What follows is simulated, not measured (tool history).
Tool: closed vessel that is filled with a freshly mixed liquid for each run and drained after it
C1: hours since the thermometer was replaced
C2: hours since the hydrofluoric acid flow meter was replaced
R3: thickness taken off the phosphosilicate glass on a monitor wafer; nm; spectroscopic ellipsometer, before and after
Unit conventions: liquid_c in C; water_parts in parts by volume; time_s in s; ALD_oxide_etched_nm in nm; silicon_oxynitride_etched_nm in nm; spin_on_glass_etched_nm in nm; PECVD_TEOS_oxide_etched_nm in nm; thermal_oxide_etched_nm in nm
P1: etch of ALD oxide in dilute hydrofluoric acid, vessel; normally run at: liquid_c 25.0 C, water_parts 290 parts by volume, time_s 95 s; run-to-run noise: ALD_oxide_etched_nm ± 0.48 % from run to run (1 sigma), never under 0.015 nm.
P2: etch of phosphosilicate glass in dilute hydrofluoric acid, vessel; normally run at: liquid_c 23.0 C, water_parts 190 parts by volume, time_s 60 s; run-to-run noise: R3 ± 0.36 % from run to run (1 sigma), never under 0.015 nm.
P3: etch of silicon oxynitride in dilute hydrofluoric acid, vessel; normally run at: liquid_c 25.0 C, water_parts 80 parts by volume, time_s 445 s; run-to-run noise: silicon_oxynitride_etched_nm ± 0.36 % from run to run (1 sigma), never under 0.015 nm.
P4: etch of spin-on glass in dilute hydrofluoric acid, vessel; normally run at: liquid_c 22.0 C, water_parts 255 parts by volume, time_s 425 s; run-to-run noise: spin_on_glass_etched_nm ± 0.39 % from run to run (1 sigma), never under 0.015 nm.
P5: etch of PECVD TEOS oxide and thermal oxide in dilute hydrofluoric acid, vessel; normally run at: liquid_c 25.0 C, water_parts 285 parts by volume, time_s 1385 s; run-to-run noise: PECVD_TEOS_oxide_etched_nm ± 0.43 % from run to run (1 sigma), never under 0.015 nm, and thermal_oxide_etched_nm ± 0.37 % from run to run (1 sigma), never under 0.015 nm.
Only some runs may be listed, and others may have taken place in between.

run 1 hour=7.1 | process=P1 liquid_c=25.0 water_parts=290 time_s=95 | C1=99.5 C2=793.3 | ALD_oxide_etched_nm=5.1998
run 2 hour=14.2 | process=P1 liquid_c=20.0 water_parts=290 time_s=95 | C1=106.6 C2=800.4 | ALD_oxide_etched_nm=4.3091
run 3 hour=21.0 | process=P3 liquid_c=18.0 water_parts=80 time_s=445 | C1=113.4 C2=807.2 | silicon_oxynitride_etched_nm=7.9757
run 4 hour=26.7 | process=P1 liquid_c=25.0 water_parts=290 time_s=95 | C1=119.1 C2=812.9 | ALD_oxide_etched_nm=5.1674
run 5 hour=34.6 | process=P2 liquid_c=23.0 water_parts=190 time_s=110 | C1=127.0 C2=820.8 | R3=51.446
run 6 hour=40.8 | process=P4 liquid_c=22.0 water_parts=255 time_s=425 | C1=133.2 C2=827.0 | spin_on_glass_etched_nm=27.0260
run 7 hour=48.7 | process=P1 liquid_c=17.0 water_parts=290 time_s=180 | C1=141.1 C2=834.9 | ALD_oxide_etched_nm=7.3136
run 8 hour=57.9 | process=P4 liquid_c=22.0 water_parts=45 time_s=425 | C1=150.3 C2=844.1 | spin_on_glass_etched_nm=191.6800
run 9 hour=68.3 | process=P1 liquid_c=25.0 water_parts=290 time_s=95 | C1=160.7 C2=854.5 | ALD_oxide_etched_nm=5.1647
run 10 hour=76.3 | process=P1 liquid_c=25.0 water_parts=290 time_s=185 | C1=168.7 C2=862.5 | ALD_oxide_etched_nm=10.1200
run 11 hour=85.1 | process=P3 liquid_c=25.0 water_parts=80 time_s=870 | C1=177.5 C2=871.3 | silicon_oxynitride_etched_nm=21.9680
run 12 hour=89.8 | process=P1 liquid_c=30.0 water_parts=290 time_s=95 | C1=182.2 C2=876.0 | ALD_oxide_etched_nm=6.1587
run 13 hour=100.2 | process=P1 liquid_c=25.0 water_parts=465 time_s=95 | C1=192.6 C2=886.4 | ALD_oxide_etched_nm=2.7324
run 14 hour=105.0 | process=P5 liquid_c=19.0 water_parts=285 time_s=1385 | C1=197.4 C2=891.2 | PECVD_TEOS_oxide_etched_nm=42.181 thermal_oxide_etched_nm=16.218
run 15 hour=114.6 | process=P2 liquid_c=27.5 water_parts=190 time_s=60 | C1=207.0 C2=900.8 | R3=33.036
run 16 hour=120.8 | process=P5 liquid_c=25.0 water_parts=110 time_s=1385 | C1=213.2 C2=907.0 | PECVD_TEOS_oxide_etched_nm=165.050 thermal_oxide_etched_nm=64.063
run 17 hour=129.8 | process=P1 liquid_c=25.0 water_parts=290 time_s=30 | C1=222.2 C2=916.0 | ALD_oxide_etched_nm=1.6489
run 18 hour=135.2 | process=P4 liquid_c=22.0 water_parts=255 time_s=65 | C1=227.6 C2=921.4 | spin_on_glass_etched_nm=4.0576
run 19 hour=144.3 | process=P2 liquid_c=23.0 water_parts=190 time_s=60 | C1=236.7 C2=930.5 | R3=27.780
-- hour=147.8 hydrofluoric acid flow meter replaced
run 20 hour=152.0 | process=P1 liquid_c=25.0 water_parts=290 time_s=95 | C1=244.4 C2=4.3 | ALD_oxide_etched_nm=5.1349
run 21 hour=156.7 | process=P1 liquid_c=25.0 water_parts=110 time_s=95 | C1=249.1 C2=9.0 | ALD_oxide_etched_nm=16.6720
run 22 hour=166.9 | process=P3 liquid_c=25.0 water_parts=80 time_s=445 | C1=259.3 C2=19.2 | silicon_oxynitride_etched_nm=11.2730
run 23 hour=177.1 | process=P4 liquid_c=22.0 water_parts=255 time_s=425 | C1=269.5 C2=29.4 | spin_on_glass_etched_nm=27.0180
run 24 hour=181.9 | process=P2 liquid_c=23.0 water_parts=345 time_s=60 | C1=274.3 C2=34.2 | R3=13.170
run 25 hour=187.0 | process=P5 liquid_c=25.0 water_parts=285 time_s=2445 | C1=279.4 C2=39.3 | PECVD_TEOS_oxide_etched_nm=91.604 thermal_oxide_etched_nm=35.847
run 26 hour=194.9 | process=P4 liquid_c=29.5 water_parts=255 time_s=425 | C1=287.3 C2=47.2 | spin_on_glass_etched_nm=35.1740
run 27 hour=205.4 | process=P1 liquid_c=25.0 water_parts=290 time_s=95 | C1=297.8 C2=57.7 | ALD_oxide_etched_nm=5.1591
run 28 hour=213.8 | process=P2 liquid_c=23.0 water_parts=190 time_s=60 | C1=306.2 C2=66.1 | R3=27.935
run 29 hour=221.5 | process=P1 liquid_c=25.0 water_parts=290 time_s=95 | C1=313.9 C2=73.8 | ALD_oxide_etched_nm=5.1396
run 30 hour=227.0 | process=P5 liquid_c=25.0 water_parts=285 time_s=1385 | C1=319.4 C2=79.3 | PECVD_TEOS_oxide_etched_nm=52.200 thermal_oxide_etched_nm=20.217
run 31 hour=233.6 | process=P3 liquid_c=25.0 water_parts=20 time_s=445 | C1=326.0 C2=85.9 | silicon_oxynitride_etched_nm=47.3440
run 32 hour=241.9 | process=P1 liquid_c=25.0 water_parts=290 time_s=95 | C1=334.3 C2=94.2 | ALD_oxide_etched_nm=5.1377
run 33 hour=247.6 | process=P1 liquid_c=25.0 water_parts=290 time_s=95 | C1=340.0 C2=99.9 | ALD_oxide_etched_nm=5.3161
run 34 hour=257.3 | process=P1 liquid_c=25.0 water_parts=290 time_s=95 | C1=349.7 C2=109.6 | ALD_oxide_etched_nm=5.4283
run 35 hour=262.7 | process=P1 liquid_c=25.0 water_parts=290 time_s=95 | C1=355.1 C2=115.0 | ALD_oxide_etched_nm=5.5158
run 36 hour=268.1 | process=P1 liquid_c=25.0 water_parts=290 time_s=95 | C1=360.5 C2=120.4 | ALD_oxide_etched_nm=5.4804
run 37 hour=277.8 | process=P1 liquid_c=25.0 water_parts=290 time_s=95 | C1=370.2 C2=130.1 | ALD_oxide_etched_nm=5.4988
run 38 hour=283.1 | process=P1 liquid_c=25.0 water_parts=290 time_s=95 | C1=375.5 C2=135.4 | ALD_oxide_etched_nm=5.4865
run 39 hour=292.4 | process=P1 liquid_c=25.0 water_parts=290 time_s=95 | C1=384.8 C2=144.7 | ALD_oxide_etched_nm=5.5635

The log shows P1 creeping away from where it was. Any of the 2 causes listed here, at the size stated for it, fits the log just as well as the others:
A: hydrofluoric acid flow above the setpoint (%) = 5.18
B: liquid hotter than its thermometer reads (K) = 1.91
The process output started creeping at around hour 241.9.

Listed below are the offered check runs, one wafer per run, with question marks in place of results. For which of them would the causes give clearly different outcomes?
run check 1 hour=301.7 | process=P2 liquid_c=23.0 water_parts=320 time_s=95 | R3=?
run check 2 hour=301.7 | process=P5 liquid_c=19.0 water_parts=285 time_s=1385 | PECVD_TEOS_oxide_etched_nm=? thermal_oxide_etched_nm=?
run check 3 hour=301.7 | process=P3 liquid_c=20.0 water_parts=80 time_s=855 | silicon_oxynitride_etched_nm=?
run check 4 hour=301.7 | process=P4 liquid_c=29.5 water_parts=255 time_s=175 | spin_on_glass_etched_nm=?

What each check would give under each cause:
check=check_1 result=R3 if_A=24.585 if_B=24.591
check=check_2 result=PECVD_TEOS_oxide_etched_nm if_A=44.748 if_B=45.077
check=check_2 result=thermal_oxide_etched_nm if_A=17.351 if_B=17.479
check=check_3 result=silicon_oxynitride_etched_nm if_A=17.8530 if_B=18.5880
check=check_4 result=spin_on_glass_etched_nm if_A=15.3520 if_B=15.3230
Per-check spread between the two closest causes, in the result where they differ most: check 1 0.03 %; check 2 0.73 %; check 3 4.03 %; check 4 0.19 %
Check 3 tells the causes apart: in the others they would give nearly the same result.

Check 3 has now been run. It gave: silicon_oxynitride_etched_nm 18.5950 nm. Which of the candidate causes is it?

B is the cause: liquid hotter than its thermometer reads (K).
